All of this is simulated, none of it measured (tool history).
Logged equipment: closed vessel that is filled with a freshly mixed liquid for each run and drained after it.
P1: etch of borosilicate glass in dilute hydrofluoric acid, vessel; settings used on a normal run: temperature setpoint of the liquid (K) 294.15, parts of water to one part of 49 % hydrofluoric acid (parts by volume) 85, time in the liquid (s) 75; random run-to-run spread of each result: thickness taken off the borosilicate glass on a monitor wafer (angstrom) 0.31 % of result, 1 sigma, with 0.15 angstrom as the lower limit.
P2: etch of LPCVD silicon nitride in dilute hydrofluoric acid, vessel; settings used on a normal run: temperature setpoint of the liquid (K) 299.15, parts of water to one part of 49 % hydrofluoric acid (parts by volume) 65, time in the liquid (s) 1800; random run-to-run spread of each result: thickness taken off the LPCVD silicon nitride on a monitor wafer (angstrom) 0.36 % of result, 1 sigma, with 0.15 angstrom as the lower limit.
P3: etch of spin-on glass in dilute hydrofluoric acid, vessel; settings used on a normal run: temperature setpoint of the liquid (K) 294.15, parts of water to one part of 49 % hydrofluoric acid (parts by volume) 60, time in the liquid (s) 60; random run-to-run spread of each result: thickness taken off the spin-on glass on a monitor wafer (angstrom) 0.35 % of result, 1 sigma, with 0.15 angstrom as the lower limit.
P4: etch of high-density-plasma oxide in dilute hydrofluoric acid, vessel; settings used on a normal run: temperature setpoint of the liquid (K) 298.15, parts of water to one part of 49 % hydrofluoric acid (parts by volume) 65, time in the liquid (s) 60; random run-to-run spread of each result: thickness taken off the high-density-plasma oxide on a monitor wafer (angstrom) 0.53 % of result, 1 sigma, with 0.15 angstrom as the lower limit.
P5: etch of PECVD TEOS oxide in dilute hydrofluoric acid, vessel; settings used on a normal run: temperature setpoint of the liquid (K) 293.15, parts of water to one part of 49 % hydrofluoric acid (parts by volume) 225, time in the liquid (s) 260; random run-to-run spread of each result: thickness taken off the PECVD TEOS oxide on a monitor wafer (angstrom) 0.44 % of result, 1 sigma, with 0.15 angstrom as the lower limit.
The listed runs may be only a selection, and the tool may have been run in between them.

run	hour	process that ran	temperature setpoint of the liquid (K)	parts of water to one part of 49 % hydrofluoric acid (parts by volume)	time in the liquid (s)	hours since the thermometer was replaced	hours since the hydrofluoric acid flow meter was replaced	thickness taken off the borosilicate glass on a monitor wafer (angstrom)	thickness taken off the spin-on glass on a monitor wafer (angstrom)	thickness taken off the PECVD TEOS oxide on a monitor wafer (angstrom)	thickness taken off the LPCVD silicon nitride on a monitor wafer (angstrom)	thickness taken off the high-density-plasma oxide on a monitor wafer (angstrom)
1	13.8	P1	294.15	85	75	624.9	379.6	325.8				
2	21.7	P3	294.15	60	60	632.8	387.5		387.92			
3	32.8	P5	293.15	225	60	643.9	398.6			56.359		
4	48.3	P1	294.15	85	75	659.4	414.1	324.14				
5	57.1	P1	299.65	85	75	668.2	422.9	406.01				
6	67.4	P2	299.15	65	1800	678.5	433.2				158.09	
7	79.4	P2	299.15	65	670	690.5	445.2				58.114	
8	94.7	P4	298.15	65	30	705.8	460.5					45.344
9	109.4	P2	299.15	100	1800	720.5	475.2				102.95	
10	118.9	P1	294.15	85	75	730	484.7	324.42				
11	129.8	P5	293.15	60	260	740.9	495.6			1092.6		
12	141.9	P1	290.15	85	75	753	507.7	273.68				
13	152.5	P3	294.15	95	60	763.6	518.3		236.62			
14	161.8	P3	294.15	60	60	772.9	527.6		388.24			
15	171.7	P1	294.15	85	135	782.8	537.5	579.69				
16	184.4	P4	298.15	65	60	795.5	550.2					91.856
17	198.7	P1	294.15	85	35	809.8	564.5	151.53				
18	212.4	P1	294.15	85	75	823.5	578.2	323.84				
19	222.5	P1	294.15	40	75	833.6	588.3	722.79				
20	236.6	P5	293.15	225	260	847.7	602.4			243.51		
21	246.4	P1	294.15	85	75	857.5	612.2	322.92				
22	262.1	P1	294.15	85	75	873.2	627.9	324.4				
23	275.4	P3	290.15	60	60	886.5	641.2		325.96			
24	286.5	P5	298.15	225	260	897.6	652.3			292.29		
25	296.6	P1	294.15	130	75	907.7	662.4	202.38				
26	304.8	P3	294.15	60	30	915.9	670.6		194.6			
27	313.7	P1	294.15	130	120	924.8	679.5	320.75				
28	327	P4	303.15	65	60	938.1	692.8					111.27
29	337.6	P4	298.15	35	60	948.7	703.4					176.56
30	345.3	P2	292.15	65	1800	956.4	711.1				98.386	
31	354.5	P1	294.15	85	75	965.6	720.3	324.73				
32	362.5	P1	294.15	85	75	973.6	728.3	318.82				
33	374	P1	294.15	85	75	985.1	739.8	312.64				
34	385.5	P1	294.15	85	75	996.6	751.3	310.14				
35	397.9	P1	294.15	85	75	1009	763.7	308.99				
36	408.9	P1	294.15	85	75	1020	774.7	307.76				
37	420.9	P1	294.15	85	75	1032	786.7	306.78				
38	435.6	P1	294.15	85	75	1046.7	801.4	305.71				
39	448.3	P1	294.15	85	75	1059.4	814.1	304.05				

The log shows P1 creeping away from where it was. Any of the 2 causes listed here, at the size stated for it, fits the log just as well as the others:
A: hydrofluoric acid flow below the setpoint (%) = 5.22
B: liquid colder than its thermometer reads (K) = 1.43
Onset of the creep was near hour 354.5.

Below are 4 check runs, each on a single wafer, with their results shown as question marks. Which of them would tell the listed causes apart, meaning the causes would give clearly different results under it?
check 1	461	P3	290.15	80	60				?			
check 2	461	P4	301.65	65	30							?
check 3	461	P5	296.65	70	260					?		
check 4	461	P2	299.15	100	1800						?	

What every check run would give for each of its results, assuming each possible cause in turn:
check	result	if A	if B
check 1	thickness taken off the spin-on glass on a monitor wafer (angstrom)	226.06	225.37
check 2	thickness taken off the high-density-plasma oxide on a monitor wafer (angstrom)	49.33	49.449
check 3	thickness taken off the PECVD TEOS oxide on a monitor wafer (angstrom)	1005.3	1005.3
check 4	thickness taken off the LPCVD silicon nitride on a monitor wafer (angstrom)	97.248	93.437
How far apart the two closest causes lie, in the result that separates them most: check 1 0.3 %; check 2 0.24 %; check 3 0 %; check 4 4 %
Of the check runs offered, only check 4 discriminates between the causes; the rest would read about the same regardless of which cause applies.

Then check 4 was run and gave: thickness taken off the LPCVD silicon nitride on a monitor wafer (angstrom) 92.794. Which cause is it?

The correct cause is B, namely: liquid colder than its thermometer reads (K).
